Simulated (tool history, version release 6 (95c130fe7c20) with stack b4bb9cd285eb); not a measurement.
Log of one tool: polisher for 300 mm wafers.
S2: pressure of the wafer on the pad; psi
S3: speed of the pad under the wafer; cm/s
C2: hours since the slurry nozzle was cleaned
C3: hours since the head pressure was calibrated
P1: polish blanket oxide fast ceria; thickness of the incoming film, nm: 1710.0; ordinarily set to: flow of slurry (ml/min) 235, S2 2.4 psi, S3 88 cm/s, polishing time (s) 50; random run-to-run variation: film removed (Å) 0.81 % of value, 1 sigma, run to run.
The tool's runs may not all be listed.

run 1 hour=19.1 | flow_of_slurry_(ml/min)=235 S2=2.4 S3=88 polishing_time_(s)=50 | wafers_polished_on_this_pad=312 C2=146.9 C3=186 | film_removed_(Å)=4956.6
run 2 hour=31 | flow_of_slurry_(ml/min)=235 S2=1.5 S3=88 polishing_time_(s)=50 | wafers_polished_on_this_pad=424 C2=158.8 C3=197.9 | film_removed_(Å)=3127.6
run 3 hour=44.9 | flow_of_slurry_(ml/min)=235 S2=1.8 S3=54 polishing_time_(s)=50 | wafers_polished_on_this_pad=555 C2=172.7 C3=211.8 | film_removed_(Å)=2289.4
run 4 hour=59.2 | flow_of_slurry_(ml/min)=235 S2=2.4 S3=44 polishing_time_(s)=50 | wafers_polished_on_this_pad=690 C2=187 C3=226.1 | film_removed_(Å)=2472.8
-- hour=67.1 worn pad replaced by a new one
run 5 hour=72.4 | flow_of_slurry_(ml/min)=235 S2=2.4 S3=138 polishing_time_(s)=50 | wafers_polished_on_this_pad=50 C2=200.2 C3=239.3 | film_removed_(Å)=7743.3
run 6 hour=85 | flow_of_slurry_(ml/min)=235 S2=2.4 S3=88 polishing_time_(s)=50 | wafers_polished_on_this_pad=169 C2=212.8 C3=251.9 | film_removed_(Å)=4970.8
run 7 hour=95.9 | flow_of_slurry_(ml/min)=235 S2=2.4 S3=88 polishing_time_(s)=75 | wafers_polished_on_this_pad=271 C2=223.7 C3=262.8 | film_removed_(Å)=7433.6
run 8 hour=112.6 | flow_of_slurry_(ml/min)=235 S2=2.4 S3=88 polishing_time_(s)=50 | wafers_polished_on_this_pad=428 C2=240.4 C3=279.5 | film_removed_(Å)=4905.7
run 9 hour=122.9 | flow_of_slurry_(ml/min)=235 S2=2.4 S3=88 polishing_time_(s)=50 | wafers_polished_on_this_pad=525 C2=250.7 C3=289.8 | film_removed_(Å)=4972.7
run 10 hour=138.8 | flow_of_slurry_(ml/min)=235 S2=2.4 S3=88 polishing_time_(s)=28 | wafers_polished_on_this_pad=675 C2=266.6 C3=305.7 | film_removed_(Å)=2773
run 11 hour=156.1 | flow_of_slurry_(ml/min)=235 S2=3.1 S3=88 polishing_time_(s)=70 | wafers_polished_on_this_pad=838 C2=283.9 C3=323 | film_removed_(Å)=8982.7
run 12 hour=174.4 | flow_of_slurry_(ml/min)=140 S2=2.4 S3=88 polishing_time_(s)=50 | wafers_polished_on_this_pad=1010 C2=302.2 C3=341.3 | film_removed_(Å)=4601.7
run 13 hour=186.7 | flow_of_slurry_(ml/min)=360 S2=2.4 S3=88 polishing_time_(s)=50 | wafers_polished_on_this_pad=1126 C2=314.5 C3=353.6 | film_removed_(Å)=5104
run 14 hour=197.1 | flow_of_slurry_(ml/min)=235 S2=3.4 S3=88 polishing_time_(s)=50 | wafers_polished_on_this_pad=1223 C2=324.9 C3=364 | film_removed_(Å)=7079.7
run 15 hour=210.6 | flow_of_slurry_(ml/min)=235 S2=2.4 S3=88 polishing_time_(s)=50 | wafers_polished_on_this_pad=1350 C2=338.4 C3=377.5 | film_removed_(Å)=4924.4
run 16 hour=226.8 | flow_of_slurry_(ml/min)=235 S2=2.4 S3=88 polishing_time_(s)=50 | wafers_polished_on_this_pad=1503 C2=354.6 C3=393.7 | film_removed_(Å)=4956.2
run 17 hour=237.4 | flow_of_slurry_(ml/min)=235 S2=2.4 S3=88 polishing_time_(s)=50 | wafers_polished_on_this_pad=1603 C2=365.2 C3=404.3 | film_removed_(Å)=4951.6
run 18 hour=252.7 | flow_of_slurry_(ml/min)=235 S2=2.4 S3=88 polishing_time_(s)=50 | wafers_polished_on_this_pad=1747 C2=380.5 C3=419.6 | film_removed_(Å)=4845.8
run 19 hour=269.5 | flow_of_slurry_(ml/min)=235 S2=2.4 S3=88 polishing_time_(s)=50 | wafers_polished_on_this_pad=1905 C2=397.3 C3=436.4 | film_removed_(Å)=4846.5
run 20 hour=283.2 | flow_of_slurry_(ml/min)=235 S2=2.4 S3=88 polishing_time_(s)=50 | wafers_polished_on_this_pad=2034 C2=411 C3=450.1 | film_removed_(Å)=4699.8
-- hour=297 worn pad replaced by a new one
run 21 hour=298.2 | flow_of_slurry_(ml/min)=235 S2=2.4 S3=88 polishing_time_(s)=50 | wafers_polished_on_this_pad=12 C2=426 C3=465.1 | film_removed_(Å)=4771.7
run 22 hour=310.8 | flow_of_slurry_(ml/min)=235 S2=2.4 S3=88 polishing_time_(s)=50 | wafers_polished_on_this_pad=130 C2=438.6 C3=477.7 | film_removed_(Å)=4714.6

Run 23 comes next. What will it give?
run 23 hour=320.9 | flow_of_slurry_(ml/min)=235 S2=2.4 S3=88 polishing_time_(s)=50 | wafers_polished_on_this_pad=225 C2=448.7 C3=487.8 | film_removed_(Å)=?

{"run 23": {"film removed (Å)": 4754}}

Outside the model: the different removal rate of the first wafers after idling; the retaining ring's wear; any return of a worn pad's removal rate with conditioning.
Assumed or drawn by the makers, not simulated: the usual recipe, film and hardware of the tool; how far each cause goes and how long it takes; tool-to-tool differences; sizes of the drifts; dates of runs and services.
